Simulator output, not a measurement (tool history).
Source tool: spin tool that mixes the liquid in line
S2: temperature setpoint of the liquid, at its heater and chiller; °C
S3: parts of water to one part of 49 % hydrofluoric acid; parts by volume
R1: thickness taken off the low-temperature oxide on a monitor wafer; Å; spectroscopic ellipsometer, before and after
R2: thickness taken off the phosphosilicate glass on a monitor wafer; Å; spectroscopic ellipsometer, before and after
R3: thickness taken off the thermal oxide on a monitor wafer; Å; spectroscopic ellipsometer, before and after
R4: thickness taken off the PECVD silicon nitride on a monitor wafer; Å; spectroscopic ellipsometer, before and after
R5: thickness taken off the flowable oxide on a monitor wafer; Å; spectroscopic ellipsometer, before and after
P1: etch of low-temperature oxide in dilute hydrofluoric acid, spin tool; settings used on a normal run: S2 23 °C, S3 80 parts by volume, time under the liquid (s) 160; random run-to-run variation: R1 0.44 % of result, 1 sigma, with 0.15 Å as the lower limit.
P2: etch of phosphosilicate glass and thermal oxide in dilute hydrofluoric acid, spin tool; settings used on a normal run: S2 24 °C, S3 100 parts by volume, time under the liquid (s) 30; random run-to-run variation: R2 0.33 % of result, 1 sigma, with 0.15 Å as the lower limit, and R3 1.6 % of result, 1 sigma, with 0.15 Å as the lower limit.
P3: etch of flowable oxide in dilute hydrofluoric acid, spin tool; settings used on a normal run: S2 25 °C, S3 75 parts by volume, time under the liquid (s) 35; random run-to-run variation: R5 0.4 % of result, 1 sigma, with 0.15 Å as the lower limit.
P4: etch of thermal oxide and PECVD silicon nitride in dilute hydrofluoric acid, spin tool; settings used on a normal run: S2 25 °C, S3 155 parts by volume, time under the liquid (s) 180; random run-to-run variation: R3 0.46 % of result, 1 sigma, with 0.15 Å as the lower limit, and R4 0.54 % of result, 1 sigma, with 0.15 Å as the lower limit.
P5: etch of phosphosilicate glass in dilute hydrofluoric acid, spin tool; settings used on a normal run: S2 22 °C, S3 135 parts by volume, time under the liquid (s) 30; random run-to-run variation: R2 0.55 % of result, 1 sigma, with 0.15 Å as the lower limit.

Run 1, hour 12.7: process that ran P1, S2 23 °C, S3 80 parts by volume, time under the liquid (s) 160. Result: R1 227.27 Å.
Run 2, hour 25: process that ran P2, S2 24 °C, S3 100 parts by volume, time under the liquid (s) 55. Result: R2 825.75 Å, R3 27.666 Å.
Run 3, hour 34.6: process that ran P1, S2 23 °C, S3 80 parts by volume, time under the liquid (s) 160. Result: R1 228.79 Å.
Run 4, hour 42.5: process that ran P4, S2 25 °C, S3 155 parts by volume, time under the liquid (s) 180. Result: R3 51.999 Å, R4 65.763 Å.
Run 5, hour 54.2: process that ran P1, S2 23 °C, S3 80 parts by volume, time under the liquid (s) 160. Result: R1 228.81 Å.
Run 6, hour 64: process that ran P5, S2 27.5 °C, S3 135 parts by volume, time under the liquid (s) 30. Result: R2 242.09 Å.
Run 7, hour 76.2: process that ran P1, S2 23 °C, S3 80 parts by volume, time under the liquid (s) 160. Result: R1 228.79 Å.
Run 8, hour 85.7: process that ran P5, S2 22 °C, S3 135 parts by volume, time under the liquid (s) 15. Result: R2 98.545 Å.
Run 9, hour 93.3: process that ran P2, S2 24 °C, S3 100 parts by volume, time under the liquid (s) 30. Result: R2 453.24 Å, R3 15.061 Å.
Run 10, hour 103.8: process that ran P2, S2 17 °C, S3 100 parts by volume, time under the liquid (s) 30. Result: R2 339.5 Å, R3 11.453 Å.
Run 11, hour 116.2: process that ran P1, S2 17 °C, S3 80 parts by volume, time under the liquid (s) 160. Result: R1 176.04 Å.
Run 12, hour 126.7: process that ran P5, S2 22 °C, S3 135 parts by volume, time under the liquid (s) 30. Result: R2 196.42 Å.
Run 13, hour 138.7: process that ran P3, S2 25 °C, S3 75 parts by volume, time under the liquid (s) 35. Result: R5 215.32 Å.
Run 14, hour 145.1: process that ran P4, S2 21 °C, S3 155 parts by volume, time under the liquid (s) 180. Result: R3 44.934 Å, R4 50.926 Å.
Run 15, hour 150.7: process that ran P4, S2 25 °C, S3 285 parts by volume, time under the liquid (s) 180. Result: R3 24.574 Å, R4 36.149 Å.
Run 16, hour 161.3: process that ran P1, S2 23 °C, S3 45 parts by volume, time under the liquid (s) 235. Result: R1 624.12 Å.
Run 17, hour 168.2: process that ran P2, S2 24 °C, S3 165 parts by volume, time under the liquid (s) 30. Result: R2 255.83 Å, R3 8.508 Å.
Run 18, hour 179.3: process that ran P3, S2 25 °C, S3 140 parts by volume, time under the liquid (s) 35. Result: R5 106.47 Å.
Run 19, hour 185.2: process that ran P1, S2 23 °C, S3 110 parts by volume, time under the liquid (s) 160. Result: R1 159.04 Å.
Run 20, hour 196: process that ran P1, S2 30 °C, S3 80 parts by volume, time under the liquid (s) 160. Result: R1 300.18 Å.
Run 21, hour 203.3: process that ran P1, S2 23 °C, S3 80 parts by volume, time under the liquid (s) 15. Result: R1 21.624 Å.
Run 22, hour 212: process that ran P5, S2 22 °C, S3 85 parts by volume, time under the liquid (s) 30. Result: R2 332.86 Å.
Run 23, hour 219.5: process that ran P4, S2 25 °C, S3 155 parts by volume, time under the liquid (s) 285. Result: R3 82.769 Å, R4 105.14 Å.
Run 24, hour 229.1: process that ran P3, S2 25 °C, S3 75 parts by volume, time under the liquid (s) 15. Result: R5 92.844 Å.
Run 25, hour 235.9: process that ran P1, S2 23 °C, S3 80 parts by volume, time under the liquid (s) 310. Result: R1 441.79 Å.
Run 26, hour 245.2: process that ran P1, S2 23 °C, S3 80 parts by volume, time under the liquid (s) 160. Result: R1 228.15 Å.
Run 27, hour 255.7: process that ran P1, S2 23 °C, S3 35 parts by volume, time under the liquid (s) 160. Result: R1 553.28 Å.
Run 28, hour 262.2: process that ran P3, S2 17 °C, S3 75 parts by volume, time under the liquid (s) 35. Result: R5 154.49 Å.
Run 29, hour 268.7: process that ran P1, S2 23 °C, S3 80 parts by volume, time under the liquid (s) 160. Result: R1 227.75 Å.
Run 30, hour 279.1: process that ran P1, S2 23 °C, S3 80 parts by volume, time under the liquid (s) 160. Result: R1 228.01 Å.
Run 31, hour 284.7: process that ran P1, S2 23 °C, S3 80 parts by volume, time under the liquid (s) 160. Result: R1 235.11 Å.
Run 32, hour 293.7: process that ran P1, S2 23 °C, S3 80 parts by volume, time under the liquid (s) 160. Result: R1 239.84 Å.
Run 33, hour 301.2: process that ran P1, S2 23 °C, S3 80 parts by volume, time under the liquid (s) 160. Result: R1 246.17 Å.
Run 34, hour 310.1: process that ran P1, S2 23 °C, S3 80 parts by volume, time under the liquid (s) 160. Result: R1 246.11 Å.
Run 35, hour 318.7: process that ran P1, S2 23 °C, S3 80 parts by volume, time under the liquid (s) 160. Result: R1 246.26 Å.
Run 36, hour 325.7: process that ran P1, S2 23 °C, S3 80 parts by volume, time under the liquid (s) 160. Result: R1 244.99 Å.

What P1 gives has crept away from where it was. These 2 causes fit the log equally well, each at the size given:
A: liquid hotter than its thermometer reads (K) = 2
B: hydrofluoric acid flow above the setpoint (%) = 7.59
The gradual shift began around hour 279.1.

The check runs listed below each take one wafer, and their results are still question marks. Under which run would the listed causes lead to clearly different results?
Run check 1, hour 332.7: process that ran P4, S2 25 °C, S3 225 parts by volume, time under the liquid (s) 180. Result: R3 ?, R4 ?.
Run check 2, hour 332.7: process that ran P5, S2 26.5 °C, S3 135 parts by volume, time under the liquid (s) 30. Result: R2 ?.
Run check 3, hour 332.7: process that ran P2, S2 21 °C, S3 100 parts by volume, time under the liquid (s) 30. Result: R2 ?, R3 ?.
Run check 4, hour 332.7: process that ran P3, S2 18.5 °C, S3 75 parts by volume, time under the liquid (s) 15. Result: R5 ?.

Outcome of each check run for each possible cause:
  check  result    if A    if B
check 1      R3  35.797  36.491
check 1      R4  51.856   49.32
check 2      R2   253.6  256.23
check 3      R2  435.55  435.78
check 3      R3  14.451  14.459
check 4      R5   76.73  76.365
How far apart the two closest causes lie, in the result that separates them most: check 1 5.01 %; check 2 1.03 %; check 3 0.05 %; check 4 0.48 %
Check 1 tells the causes apart: in the others they would give nearly the same result.

Here is what check 1 returned: R3 36.763 Å; R4 49.514 Å. Which cause is it?

Of the candidate causes, it is B: hydrofluoric acid flow above the setpoint (%).
